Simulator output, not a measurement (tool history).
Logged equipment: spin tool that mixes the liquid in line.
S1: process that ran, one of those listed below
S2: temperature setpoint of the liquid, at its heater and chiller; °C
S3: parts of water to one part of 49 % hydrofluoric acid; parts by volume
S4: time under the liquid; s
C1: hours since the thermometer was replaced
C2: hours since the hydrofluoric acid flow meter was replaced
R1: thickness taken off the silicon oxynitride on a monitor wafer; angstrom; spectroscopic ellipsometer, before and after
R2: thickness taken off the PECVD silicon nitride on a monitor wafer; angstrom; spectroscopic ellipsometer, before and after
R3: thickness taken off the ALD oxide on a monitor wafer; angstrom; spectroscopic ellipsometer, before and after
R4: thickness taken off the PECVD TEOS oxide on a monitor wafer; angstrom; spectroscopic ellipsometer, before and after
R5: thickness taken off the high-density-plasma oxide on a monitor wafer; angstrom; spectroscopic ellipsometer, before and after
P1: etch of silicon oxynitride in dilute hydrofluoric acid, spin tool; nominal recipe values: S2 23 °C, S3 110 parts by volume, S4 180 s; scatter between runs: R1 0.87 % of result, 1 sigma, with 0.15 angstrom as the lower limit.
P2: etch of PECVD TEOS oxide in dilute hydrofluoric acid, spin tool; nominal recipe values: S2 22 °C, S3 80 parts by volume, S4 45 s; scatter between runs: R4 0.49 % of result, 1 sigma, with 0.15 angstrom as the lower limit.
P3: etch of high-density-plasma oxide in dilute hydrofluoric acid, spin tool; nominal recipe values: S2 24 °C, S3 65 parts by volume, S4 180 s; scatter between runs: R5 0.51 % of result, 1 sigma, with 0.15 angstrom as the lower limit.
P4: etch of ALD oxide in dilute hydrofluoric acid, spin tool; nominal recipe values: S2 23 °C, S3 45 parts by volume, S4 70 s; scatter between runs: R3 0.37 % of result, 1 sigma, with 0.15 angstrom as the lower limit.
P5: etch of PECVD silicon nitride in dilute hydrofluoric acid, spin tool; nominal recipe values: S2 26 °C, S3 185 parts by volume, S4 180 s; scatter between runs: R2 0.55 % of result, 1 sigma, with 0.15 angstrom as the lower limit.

run,hour,S1,S2,S3,S4,C1,C2,R1,R2,R3,R4,R5
1,6.8,P1,23,110,180,236.1,266.2,30.204,,,,
2,13.3,P5,26,50,180,242.6,272.7,,174.61,,,
3,18.1,P1,23,165,180,247.4,277.5,19.2,,,,
4,24.9,P1,28,110,180,254.2,284.3,37.989,,,,
5,31.6,P1,17,110,180,260.9,291,22.62,,,,
6,34.9,P4,23,45,35,264.2,294.3,,,157.45,,
7,38.1,P4,23,20,70,267.4,297.5,,,730.82,,
8,45.1,P2,22,25,45,274.4,304.5,,,,271.58,
9,48.2,P1,18,195,180,277.5,307.6,12.739,,,,
10,54.8,P3,24,65,15,284.1,314.2,,,,,11.993
11,60.5,P1,23,110,180,289.8,319.9,30.08,,,,
12,65.5,P5,26,185,180,294.8,324.9,,47.723,,,
13,70.8,P4,17.5,45,70,300.1,330.2,,,248.47,,
14,74.7,P2,17,80,45,304,334.1,,,,63.922,
15,81,P1,23,110,180,310.3,340.4,30.549,,,,
16,85.6,P2,22,80,65,314.9,345,,,,114.89,
17,88.9,P1,23,110,180,318.2,348.3,30.653,,,,
18,95.8,P1,23,60,180,325.1,355.2,58.253,,,,
19,99.8,P2,22,80,45,329.1,359.2,,,,79.447,
20,106.3,P3,17,65,180,335.6,365.7,,,,,103.94
21,112,P3,24,65,180,341.3,371.4,,,,,139.01
22,118.7,P4,23,45,70,348,378.1,,,316.15,,
23,122.1,P2,22,80,45,351.4,381.5,,,,79.243,
24,126.9,P1,23,20,265,356.2,386.3,260.29,,,,
25,131.1,P3,24,115,180,360.4,390.5,,,,,74.627
26,134.9,P1,23,110,55,364.2,394.3,9.2872,,,,
27,140.9,P1,23,110,180,370.2,400.3,30.198,,,,
28,147.7,P1,23,110,305,377,407.1,51.111,,,,
29,152,P4,23,45,70,381.3,411.4,,,313.5,,
30,157.6,P5,26,185,360,386.9,417,,95.615,,,
31,161.2,P5,26,185,180,390.5,420.6,,47.45,,,
32,167,P5,18,185,180,396.3,426.4,,28.462,,,
33,172.2,P3,24,65,180,401.5,431.6,,,,,139.2
34,177.5,P1,23,110,180,406.8,436.9,29.858,,,,
35,184.1,P1,23,110,180,413.4,443.5,29.153,,,,
36,190.7,P1,23,110,180,420,450.1,27.897,,,,
37,194.1,P1,23,110,180,423.4,453.5,28.037,,,,
38,200.8,P1,23,110,180,430.1,460.2,27.819,,,,
39,204.7,P1,23,110,180,434,464.1,27.555,,,,
40,207.7,P1,23,110,180,437,467.1,27.51,,,,
41,213,P1,23,110,180,442.3,472.4,27.001,,,,
42,218.1,P1,23,110,180,447.4,477.5,27.4,,,,
43,222.1,P1,23,110,180,451.4,481.5,27.495,,,,

Compared with where it was, what P1 gives has crept away. Each cause listed below fits the log as well as the rest, at the size given for it:
A: hydrofluoric acid flow below the setpoint (%) = 8.36
B: liquid colder than its thermometer reads (K) = 2
The creep began at about hour 177.5.

Question marks stand in for the results of the 4 check runs listed below, each run on one wafer. Under which run would the listed causes show clearly different results?
check 1,226.1,P3,17,65,30,,,,,,,?
check 2,226.1,P2,17,80,45,,,,,,?,
check 3,226.1,P4,18.5,45,45,,,,,?,,
check 4,226.1,P5,21.5,185,245,,,,?,,,

If the cause were each of the candidates in turn, the checks would give the following:
check,result,if A,if B
check 1,R5,15.846,15.956
check 2,R4,58.534,59.063
check 3,R3,152.77,153.57
check 4,R2,44.609,42.607
Distance between the nearest two causes, measured in the result of the check that separates them most: check 1 0.69 %; check 2 0.9 %; check 3 0.53 %; check 4 4.59 %
Check 4 tells the causes apart: in the others they would give nearly the same result.

After running check 4, the following was obtained: R2 42.737 angstrom. Which cause does this point to?

B is the cause: liquid colder than its thermometer reads (K).
